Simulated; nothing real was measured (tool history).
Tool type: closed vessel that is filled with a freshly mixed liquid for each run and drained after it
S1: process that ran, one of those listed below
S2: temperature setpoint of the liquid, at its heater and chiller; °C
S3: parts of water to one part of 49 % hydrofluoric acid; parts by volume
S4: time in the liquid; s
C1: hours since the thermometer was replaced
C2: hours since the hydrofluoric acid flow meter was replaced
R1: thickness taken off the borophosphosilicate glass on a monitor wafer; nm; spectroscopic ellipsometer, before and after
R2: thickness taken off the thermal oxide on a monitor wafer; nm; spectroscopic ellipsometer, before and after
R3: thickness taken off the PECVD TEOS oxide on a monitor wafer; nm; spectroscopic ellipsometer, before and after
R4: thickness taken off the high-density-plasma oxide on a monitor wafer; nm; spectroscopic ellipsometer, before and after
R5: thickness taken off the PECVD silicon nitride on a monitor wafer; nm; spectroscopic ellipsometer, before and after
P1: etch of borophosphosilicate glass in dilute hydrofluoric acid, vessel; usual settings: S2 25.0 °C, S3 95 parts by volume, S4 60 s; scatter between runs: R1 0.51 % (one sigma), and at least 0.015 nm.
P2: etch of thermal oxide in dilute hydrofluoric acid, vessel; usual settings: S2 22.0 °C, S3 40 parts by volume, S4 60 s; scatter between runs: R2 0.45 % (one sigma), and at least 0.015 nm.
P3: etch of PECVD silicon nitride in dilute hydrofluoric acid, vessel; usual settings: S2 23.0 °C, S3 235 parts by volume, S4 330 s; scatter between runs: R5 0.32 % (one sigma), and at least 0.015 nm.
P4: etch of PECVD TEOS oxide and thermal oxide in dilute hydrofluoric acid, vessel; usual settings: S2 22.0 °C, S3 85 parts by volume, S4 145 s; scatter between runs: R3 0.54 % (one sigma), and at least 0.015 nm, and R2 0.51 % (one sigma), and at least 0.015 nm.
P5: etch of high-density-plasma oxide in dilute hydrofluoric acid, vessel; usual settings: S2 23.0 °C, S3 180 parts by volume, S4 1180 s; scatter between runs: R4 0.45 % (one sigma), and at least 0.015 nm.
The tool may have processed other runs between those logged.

| run | hour | S1 | S2 | S3 | S4 | C1 | C2 | R1 | R2 | R3 | R4 | R5 |
|---|---|---|---|---|---|---|---|---|---|---|---|---|
| 1 | 14.8 | P1 | 25.0 | 95 | 60 | 1824.8 | 1289.9 | 33.958 |  |  |  |  |
| 2 | 26.2 | P2 | 22.0 | 40 | 105 | 1836.2 | 1301.3 |  | 11.9620 |  |  |  |
| 3 | 34.0 | P4 | 22.0 | 85 | 145 | 1844.0 | 1309.1 |  | 7.5635 | 31.5970 |  |  |
| 4 | 41.9 | P5 | 23.0 | 180 | 75 | 1851.9 | 1317.0 |  |  |  | 1.8484 |  |
| 5 | 53.8 | P2 | 22.0 | 65 | 60 | 1863.8 | 1328.9 |  | 4.0812 |  |  |  |
| 6 | 64.5 | P1 | 25.0 | 95 | 60 | 1874.5 | 1339.6 | 33.656 |  |  |  |  |
| 7 | 80.7 | P5 | 23.0 | 180 | 1180 | 1890.7 | 1355.8 |  |  |  | 29.3560 |  |
| 8 | 96.8 | P1 | 25.0 | 95 | 115 | 1906.8 | 1371.9 | 65.195 |  |  |  |  |
| 9 | 111.6 | P4 | 22.0 | 150 | 145 | 1921.6 | 1386.7 |  | 4.0153 | 16.4270 |  |  |
| 10 | 124.2 | P1 | 25.0 | 35 | 100 | 1934.2 | 1399.3 | 166.240 |  |  |  |  |
| 11 | 139.7 | P3 | 23.0 | 235 | 330 | 1949.7 | 1414.8 |  |  |  |  | 6.6548 |
| 12 | 147.7 | P3 | 23.0 | 415 | 330 | 1957.7 | 1422.8 |  |  |  |  | 3.8232 |
| 13 | 155.5 | P1 | 33.0 | 95 | 60 | 1965.5 | 1430.6 | 46.381 |  |  |  |  |
| 14 | 170.2 | P5 | 23.0 | 55 | 1180 | 1980.2 | 1445.3 |  |  |  | 110.5000 |  |
| 15 | 178.0 | P1 | 25.0 | 160 | 60 | 1988.0 | 1453.1 | 18.569 |  |  |  |  |
| 16 | 195.8 | P2 | 26.0 | 40 | 60 | 2005.8 | 1470.9 |  | 8.0972 |  |  |  |
| 17 | 211.4 | P5 | 26.5 | 180 | 1180 | 2021.4 | 1486.5 |  |  |  | 33.3870 |  |
| 18 | 227.5 | P4 | 22.0 | 85 | 30 | 2037.5 | 1502.6 |  | 1.5588 | 6.6381 |  |  |
| 19 | 235.4 | P1 | 25.0 | 95 | 60 | 2045.4 | 1510.5 | 34.001 |  |  |  |  |
| 20 | 246.6 | P2 | 22.0 | 40 | 60 | 2056.6 | 1521.7 |  | 6.8516 |  |  |  |
| 21 | 255.3 | P1 | 25.0 | 95 | 30 | 2065.3 | 1530.4 | 16.909 |  |  |  |  |
| 22 | 270.6 | P1 | 25.0 | 30 | 60 | 2080.6 | 1545.7 | 116.640 |  |  |  |  |
| 23 | 283.4 | P5 | 23.0 | 180 | 1180 | 2093.4 | 1558.5 |  |  |  | 29.1560 |  |
| 24 | 295.0 | P3 | 23.0 | 235 | 330 | 2105.0 | 1570.1 |  |  |  |  | 6.6823 |
| 25 | 311.3 | P1 | 21.5 | 95 | 60 | 2121.3 | 1586.4 | 29.570 |  |  |  |  |
| 26 | 325.6 | P1 | 25.0 | 95 | 60 | 2135.6 | 1600.7 | 33.979 |  |  |  |  |
| 27 | 338.1 | P1 | 25.0 | 95 | 60 | 2148.1 | 1613.2 | 33.659 |  |  |  |  |
| 28 | 351.2 | P3 | 17.0 | 235 | 330 | 2161.2 | 1626.3 |  |  |  |  | 4.5494 |
| 29 | 362.4 | P3 | 23.0 | 235 | 645 | 2172.4 | 1637.5 |  |  |  |  | 13.1100 |
| 30 | 377.3 | P4 | 30.0 | 85 | 145 | 2187.3 | 1652.4 |  | 10.3650 | 43.2970 |  |  |
| 31 | 394.0 | P1 | 25.0 | 95 | 60 | 2204.0 | 1669.1 | 33.862 |  |  |  |  |
| 32 | 405.5 | P1 | 25.0 | 95 | 60 | 2215.5 | 1680.6 | 34.921 |  |  |  |  |
| 33 | 415.9 | P1 | 25.0 | 95 | 60 | 2225.9 | 1691.0 | 35.382 |  |  |  |  |
| 34 | 423.8 | P1 | 25.0 | 95 | 60 | 2233.8 | 1698.9 | 36.063 |  |  |  |  |
| 35 | 435.7 | P1 | 25.0 | 95 | 60 | 2245.7 | 1710.8 | 36.559 |  |  |  |  |
| 36 | 445.3 | P1 | 25.0 | 95 | 60 | 2255.3 | 1720.4 | 36.584 |  |  |  |  |
| 37 | 454.1 | P1 | 25.0 | 95 | 60 | 2264.1 | 1729.2 | 36.709 |  |  |  |  |
| 38 | 471.9 | P1 | 25.0 | 95 | 60 | 2281.9 | 1747.0 | 36.869 |  |  |  |  |
| 39 | 485.0 | P1 | 25.0 | 95 | 60 | 2295.0 | 1760.1 | 37.406 |  |  |  |  |
| 40 | 493.6 | P1 | 25.0 | 95 | 60 | 2303.6 | 1768.7 | 37.248 |  |  |  |  |

Something has made what P1 gives creep away from where it was; the 2 causes below, each at its own stated size, fit the log equally well:
A: liquid hotter than its thermometer reads (K) = 2.38
B: hydrofluoric acid flow above the setpoint (%) = 8.67
Onset of the creep was near hour 394.0.

4 check runs are offered, one wafer each, their results left as question marks. Which one tells the causes apart?
| check 1 | 502.2 | P5 | 26.0 | 65 | 1180 |  |  |  |  |  | ? |  |
| check 2 | 502.2 | P2 | 22.0 | 50 | 60 |  |  |  | ? |  |  |  |
| check 3 | 502.2 | P3 | 20.0 | 235 | 330 |  |  |  |  |  |  | ? |
| check 4 | 502.2 | P4 | 30.0 | 85 | 70 |  |  |  | ? | ? |  |  |

Outcome of each check run for each possible cause:
| check | result | if A | if B |
|---|---|---|---|
| check 1 | R4 | 115.2100 | 114.7500 |
| check 2 | R2 | 5.9851 | 5.9234 |
| check 3 | R5 | 6.4398 | 5.9927 |
| check 4 | R2 | 5.4974 | 5.5169 |
| check 4 | R3 | 22.8380 | 22.9190 |
Separation of the two closest causes in each check, using whichever result separates them best: check 1 0.4 %; check 2 1.04 %; check 3 7.2 %; check 4 0.35 %
Check 3 tells the causes apart: in the others they would give nearly the same result.

The results of check 3 are: R5 5.9927 nm. Based on these, which of the listed causes is it?

The correct cause is B, namely: hydrofluoric acid flow above the setpoint (%).
